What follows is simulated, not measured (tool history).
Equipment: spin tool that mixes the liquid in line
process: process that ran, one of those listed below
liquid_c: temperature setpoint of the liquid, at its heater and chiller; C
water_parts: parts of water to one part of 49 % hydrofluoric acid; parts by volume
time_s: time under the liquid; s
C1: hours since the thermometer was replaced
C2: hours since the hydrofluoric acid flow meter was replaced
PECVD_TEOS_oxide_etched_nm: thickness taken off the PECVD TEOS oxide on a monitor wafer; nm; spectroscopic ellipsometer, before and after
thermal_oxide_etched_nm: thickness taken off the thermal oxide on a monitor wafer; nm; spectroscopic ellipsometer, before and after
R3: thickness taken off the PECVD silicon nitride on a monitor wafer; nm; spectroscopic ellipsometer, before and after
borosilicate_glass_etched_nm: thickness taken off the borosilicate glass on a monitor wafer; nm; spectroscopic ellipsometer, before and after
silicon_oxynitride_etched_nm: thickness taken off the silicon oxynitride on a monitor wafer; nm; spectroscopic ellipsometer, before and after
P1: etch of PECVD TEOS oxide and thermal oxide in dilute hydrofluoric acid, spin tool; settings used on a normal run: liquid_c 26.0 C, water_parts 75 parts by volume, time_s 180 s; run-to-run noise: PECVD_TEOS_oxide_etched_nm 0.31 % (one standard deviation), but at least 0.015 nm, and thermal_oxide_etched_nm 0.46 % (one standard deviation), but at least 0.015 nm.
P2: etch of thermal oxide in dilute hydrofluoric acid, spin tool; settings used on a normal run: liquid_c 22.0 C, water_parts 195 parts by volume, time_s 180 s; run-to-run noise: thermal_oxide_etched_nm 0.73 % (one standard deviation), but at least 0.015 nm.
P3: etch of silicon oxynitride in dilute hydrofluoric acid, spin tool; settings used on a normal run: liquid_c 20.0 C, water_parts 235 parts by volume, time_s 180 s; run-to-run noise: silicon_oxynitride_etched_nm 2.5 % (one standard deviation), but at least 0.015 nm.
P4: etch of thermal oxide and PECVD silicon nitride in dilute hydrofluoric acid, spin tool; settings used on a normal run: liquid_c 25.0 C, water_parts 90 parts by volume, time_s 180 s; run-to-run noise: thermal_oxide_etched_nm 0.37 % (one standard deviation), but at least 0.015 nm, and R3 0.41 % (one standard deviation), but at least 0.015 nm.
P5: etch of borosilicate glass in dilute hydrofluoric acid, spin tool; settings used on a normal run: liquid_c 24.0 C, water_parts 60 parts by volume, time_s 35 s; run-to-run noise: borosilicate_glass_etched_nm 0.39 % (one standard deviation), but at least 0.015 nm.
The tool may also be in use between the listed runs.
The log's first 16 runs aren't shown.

run 17 hour=90.2 | process=P4 liquid_c=25.0 water_parts=90 time_s=35 | C1=542.8 C2=493.3 | thermal_oxide_etched_nm=1.9508 R3=2.3482
run 18 hour=95.6 | process=P1 liquid_c=26.0 water_parts=75 time_s=180 | C1=548.2 C2=498.7 | PECVD_TEOS_oxide_etched_nm=32.9410 thermal_oxide_etched_nm=12.8160
run 19 hour=102.1 | process=P1 liquid_c=21.0 water_parts=75 time_s=180 | C1=554.7 C2=505.2 | PECVD_TEOS_oxide_etched_nm=26.9090 thermal_oxide_etched_nm=10.5270
run 20 hour=107.1 | process=P1 liquid_c=34.0 water_parts=75 time_s=180 | C1=559.7 C2=510.2 | PECVD_TEOS_oxide_etched_nm=44.5440 thermal_oxide_etched_nm=17.4320
run 21 hour=113.9 | process=P3 liquid_c=17.0 water_parts=235 time_s=180 | C1=566.5 C2=517.0 | silicon_oxynitride_etched_nm=0.80826
run 22 hour=121.0 | process=P1 liquid_c=26.0 water_parts=75 time_s=180 | C1=573.6 C2=524.1 | PECVD_TEOS_oxide_etched_nm=33.0290 thermal_oxide_etched_nm=12.9020
run 23 hour=128.7 | process=P4 liquid_c=25.0 water_parts=90 time_s=180 | C1=581.3 C2=531.8 | thermal_oxide_etched_nm=10.0730 R3=11.9340
run 24 hour=134.6 | process=P2 liquid_c=22.0 water_parts=40 time_s=180 | C1=587.2 C2=537.7 | thermal_oxide_etched_nm=20.6540
run 25 hour=141.4 | process=P1 liquid_c=26.0 water_parts=75 time_s=180 | C1=594.0 C2=544.5 | PECVD_TEOS_oxide_etched_nm=32.6750 thermal_oxide_etched_nm=12.8560
run 26 hour=147.5 | process=P1 liquid_c=26.0 water_parts=75 time_s=180 | C1=600.1 C2=550.6 | PECVD_TEOS_oxide_etched_nm=32.7240 thermal_oxide_etched_nm=12.8360
run 27 hour=154.4 | process=P1 liquid_c=30.0 water_parts=75 time_s=25 | C1=607.0 C2=557.5 | PECVD_TEOS_oxide_etched_nm=5.3265 thermal_oxide_etched_nm=2.0915
run 28 hour=158.5 | process=P2 liquid_c=27.5 water_parts=195 time_s=180 | C1=611.1 C2=561.6 | thermal_oxide_etched_nm=4.3268
run 29 hour=165.9 | process=P5 liquid_c=24.0 water_parts=35 time_s=35 | C1=618.5 C2=569.0 | borosilicate_glass_etched_nm=46.166
run 30 hour=171.4 | process=P1 liquid_c=26.0 water_parts=135 time_s=180 | C1=624.0 C2=574.5 | PECVD_TEOS_oxide_etched_nm=16.9390 thermal_oxide_etched_nm=6.5954
run 31 hour=176.6 | process=P1 liquid_c=26.0 water_parts=75 time_s=45 | C1=629.2 C2=579.7 | PECVD_TEOS_oxide_etched_nm=8.1826 thermal_oxide_etched_nm=3.2083
run 32 hour=181.4 | process=P1 liquid_c=26.0 water_parts=75 time_s=180 | C1=634.0 C2=584.5 | PECVD_TEOS_oxide_etched_nm=32.7580 thermal_oxide_etched_nm=12.8440
run 33 hour=185.2 | process=P1 liquid_c=26.0 water_parts=75 time_s=180 | C1=637.8 C2=588.3 | PECVD_TEOS_oxide_etched_nm=32.2350 thermal_oxide_etched_nm=12.6160
run 34 hour=192.8 | process=P1 liquid_c=26.0 water_parts=75 time_s=180 | C1=645.4 C2=595.9 | PECVD_TEOS_oxide_etched_nm=31.3350 thermal_oxide_etched_nm=12.3060
run 35 hour=197.0 | process=P1 liquid_c=26.0 water_parts=75 time_s=180 | C1=649.6 C2=600.1 | PECVD_TEOS_oxide_etched_nm=30.9580 thermal_oxide_etched_nm=12.1320
run 36 hour=201.8 | process=P1 liquid_c=26.0 water_parts=75 time_s=180 | C1=654.4 C2=604.9 | PECVD_TEOS_oxide_etched_nm=30.8950 thermal_oxide_etched_nm=12.2010
run 37 hour=208.8 | process=P1 liquid_c=26.0 water_parts=75 time_s=180 | C1=661.4 C2=611.9 | PECVD_TEOS_oxide_etched_nm=30.6620 thermal_oxide_etched_nm=11.9390
run 38 hour=214.3 | process=P1 liquid_c=26.0 water_parts=75 time_s=180 | C1=666.9 C2=617.4 | PECVD_TEOS_oxide_etched_nm=30.6000 thermal_oxide_etched_nm=11.9590
run 39 hour=217.9 | process=P1 liquid_c=26.0 water_parts=75 time_s=180 | C1=670.5 C2=621.0 | PECVD_TEOS_oxide_etched_nm=30.4980 thermal_oxide_etched_nm=11.8570

What does the tool deliver on the next run?
run 40 hour=222.4 | process=P1 liquid_c=26.0 water_parts=75 time_s=180 | C1=675.0 C2=625.5 | PECVD_TEOS_oxide_etched_nm=? thermal_oxide_etched_nm=?

PECVD_TEOS_oxide_etched_nm: 30.3860 nm
thermal_oxide_etched_nm: 12.0190 nm
